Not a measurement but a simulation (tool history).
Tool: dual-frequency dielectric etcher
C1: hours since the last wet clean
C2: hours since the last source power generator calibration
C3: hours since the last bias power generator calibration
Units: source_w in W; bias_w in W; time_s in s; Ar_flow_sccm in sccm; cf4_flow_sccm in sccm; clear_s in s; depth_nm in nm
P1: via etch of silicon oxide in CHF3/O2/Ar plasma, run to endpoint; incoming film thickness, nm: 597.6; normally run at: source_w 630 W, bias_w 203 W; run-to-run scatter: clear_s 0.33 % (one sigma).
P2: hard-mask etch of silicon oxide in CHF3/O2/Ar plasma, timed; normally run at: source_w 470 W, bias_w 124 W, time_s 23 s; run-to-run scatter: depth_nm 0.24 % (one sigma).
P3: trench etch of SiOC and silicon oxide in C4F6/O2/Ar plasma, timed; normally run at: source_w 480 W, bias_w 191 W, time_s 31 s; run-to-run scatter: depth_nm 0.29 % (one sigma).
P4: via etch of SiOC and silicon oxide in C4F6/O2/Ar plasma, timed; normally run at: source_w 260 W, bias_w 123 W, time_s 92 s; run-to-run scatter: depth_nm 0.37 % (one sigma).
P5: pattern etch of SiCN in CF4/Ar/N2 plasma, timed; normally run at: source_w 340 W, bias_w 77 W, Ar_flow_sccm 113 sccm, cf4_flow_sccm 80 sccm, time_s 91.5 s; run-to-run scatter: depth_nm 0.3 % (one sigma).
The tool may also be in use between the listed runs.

run 1 hour=5.8 | process=P1 source_w=630 bias_w=203 | C1=284 C2=1787.6 C3=2087.3 | clear_s=285.03
run 2 hour=13.1 | process=P4 source_w=260 bias_w=95 time_s=92 | C1=291.3 C2=1794.9 C3=2094.6 | depth_nm=70.448
run 3 hour=21.2 | process=P3 source_w=350 bias_w=191 time_s=31 | C1=299.4 C2=1803 C3=2102.7 | depth_nm=58.194
run 4 hour=28.8 | process=P3 source_w=480 bias_w=191 time_s=31 | C1=307 C2=1810.6 C3=2110.3 | depth_nm=65.731
run 5 hour=36.9 | process=P5 source_w=340 bias_w=96 time_s=91.5 Ar_flow_sccm=113 cf4_flow_sccm=80 | C1=315.1 C2=1818.7 C3=2118.4 | depth_nm=66.484
run 6 hour=42.4 | process=P2 source_w=470 bias_w=124 time_s=33.5 | C1=320.6 C2=1824.2 C3=2123.9 | depth_nm=53.845
run 7 hour=47.9 | process=P2 source_w=470 bias_w=176 time_s=23 | C1=326.1 C2=1829.7 C3=2129.4 | depth_nm=41.647
run 8 hour=52.2 | process=P4 source_w=260 bias_w=123 time_s=92 | C1=330.4 C2=1834 C3=2133.7 | depth_nm=76.055
run 9 hour=57.5 | process=P2 source_w=470 bias_w=124 time_s=23 | C1=335.7 C2=1839.3 C3=2139 | depth_nm=37.098
run 10 hour=65.2 | process=P5 source_w=340 bias_w=77 time_s=91.5 Ar_flow_sccm=72 cf4_flow_sccm=80 | C1=343.4 C2=1847 C3=2146.7 | depth_nm=65.3
run 11 hour=70.7 | process=P5 source_w=420 bias_w=77 time_s=91.5 Ar_flow_sccm=113 cf4_flow_sccm=80 | C1=348.9 C2=1852.5 C3=2152.2 | depth_nm=73.905
run 12 hour=78.7 | process=P1 source_w=630 bias_w=203 | C1=356.9 C2=1860.5 C3=2160.2 | clear_s=283.66
run 13 hour=85 | process=P1 source_w=880 bias_w=276 | C1=363.2 C2=1866.8 C3=2166.5 | clear_s=225
-- hour=89.9 wet clean of the chamber
run 14 hour=91 | process=P4 source_w=260 bias_w=123 time_s=92 | C1=1.1 C2=1872.8 C3=2172.5 | depth_nm=75.59
run 15 hour=96.1 | process=P1 source_w=630 bias_w=288 | C1=6.2 C2=1877.9 C3=2177.6 | clear_s=250.27
run 16 hour=101.5 | process=P3 source_w=480 bias_w=229 time_s=31 | C1=11.6 C2=1883.3 C3=2183 | depth_nm=69.654
run 17 hour=107.5 | process=P1 source_w=630 bias_w=203 | C1=17.6 C2=1889.3 C3=2189 | clear_s=282.24
run 18 hour=111.8 | process=P1 source_w=630 bias_w=124 | C1=21.9 C2=1893.6 C3=2193.3 | clear_s=334.26
run 19 hour=120 | process=P5 source_w=340 bias_w=77 time_s=91.5 Ar_flow_sccm=113 cf4_flow_sccm=106 | C1=30.1 C2=1901.8 C3=2201.5 | depth_nm=63.955
run 20 hour=126.7 | process=P1 source_w=630 bias_w=203 | C1=36.8 C2=1908.5 C3=2208.2 | clear_s=284.95
run 21 hour=135.1 | process=P1 source_w=800 bias_w=203 | C1=45.2 C2=1916.9 C3=2216.6 | clear_s=259.13
run 22 hour=141.2 | process=P1 source_w=480 bias_w=203 | C1=51.3 C2=1923 C3=2222.7 | clear_s=314.36
run 23 hour=145.9 | process=P5 source_w=340 bias_w=77 time_s=124.5 Ar_flow_sccm=113 cf4_flow_sccm=80 | C1=56 C2=1927.7 C3=2227.4 | depth_nm=83.407
run 24 hour=152.9 | process=P3 source_w=480 bias_w=191 time_s=46 | C1=63 C2=1934.7 C3=2234.4 | depth_nm=97.772
run 25 hour=159.9 | process=P2 source_w=470 bias_w=124 time_s=23 | C1=70 C2=1941.7 C3=2241.4 | depth_nm=37.179
run 26 hour=163.8 | process=P4 source_w=190 bias_w=123 time_s=92 | C1=73.9 C2=1945.6 C3=2245.3 | depth_nm=67.277
run 27 hour=170 | process=P4 source_w=260 bias_w=123 time_s=135 | C1=80.1 C2=1951.8 C3=2251.5 | depth_nm=111.94
-- hour=171.2 source power generator calibrated
run 28 hour=178.4 | process=P5 source_w=340 bias_w=77 time_s=91.5 Ar_flow_sccm=113 cf4_flow_sccm=80 | C1=88.5 C2=7.2 C3=2259.9 | depth_nm=61.59
run 29 hour=186.7 | process=P1 source_w=630 bias_w=203 | C1=96.8 C2=15.5 C3=2268.2 | clear_s=285.42
run 30 hour=192.2 | process=P1 source_w=740 bias_w=139 | C1=102.3 C2=21 C3=2273.7 | clear_s=300.26
run 31 hour=196.2 | process=P2 source_w=620 bias_w=124 time_s=23 | C1=106.3 C2=25 C3=2277.7 | depth_nm=41.365
run 32 hour=204.4 | process=P1 source_w=630 bias_w=203 | C1=114.5 C2=33.2 C3=2285.9 | clear_s=284.49
run 33 hour=212.6 | process=P1 source_w=630 bias_w=203 | C1=122.7 C2=41.4 C3=2294.1 | clear_s=285.91
run 34 hour=220.8 | process=P1 source_w=630 bias_w=203 | C1=130.9 C2=49.6 C3=2302.3 | clear_s=286.49
run 35 hour=225.4 | process=P1 source_w=630 bias_w=203 | C1=135.5 C2=54.2 C3=2306.9 | clear_s=287.32
run 36 hour=232.5 | process=P1 source_w=630 bias_w=203 | C1=142.6 C2=61.3 C3=2314 | clear_s=288.58
-- hour=235.3 wet clean of the chamber
run 37 hour=238.3 | process=P1 source_w=630 bias_w=203 | C1=3 C2=67.1 C3=2319.8 | clear_s=287.88
run 38 hour=245.3 | process=P1 source_w=630 bias_w=203 | C1=10 C2=74.1 C3=2326.8 | clear_s=288.34
run 39 hour=251.4 | process=P1 source_w=630 bias_w=203 | C1=16.1 C2=80.2 C3=2332.9 | clear_s=289.52
run 40 hour=257.5 | process=P1 source_w=630 bias_w=203 | C1=22.2 C2=86.3 C3=2339 | clear_s=287.54
run 41 hour=265 | process=P1 source_w=630 bias_w=203 | C1=29.7 C2=93.8 C3=2346.5 | clear_s=290.35

The next listed run, before its measurement:
run 42 hour=273.3 | process=P1 source_w=630 bias_w=203 | C1=38 C2=102.1 C3=2354.8 | clear_s=?

clear_s: 288.53 s

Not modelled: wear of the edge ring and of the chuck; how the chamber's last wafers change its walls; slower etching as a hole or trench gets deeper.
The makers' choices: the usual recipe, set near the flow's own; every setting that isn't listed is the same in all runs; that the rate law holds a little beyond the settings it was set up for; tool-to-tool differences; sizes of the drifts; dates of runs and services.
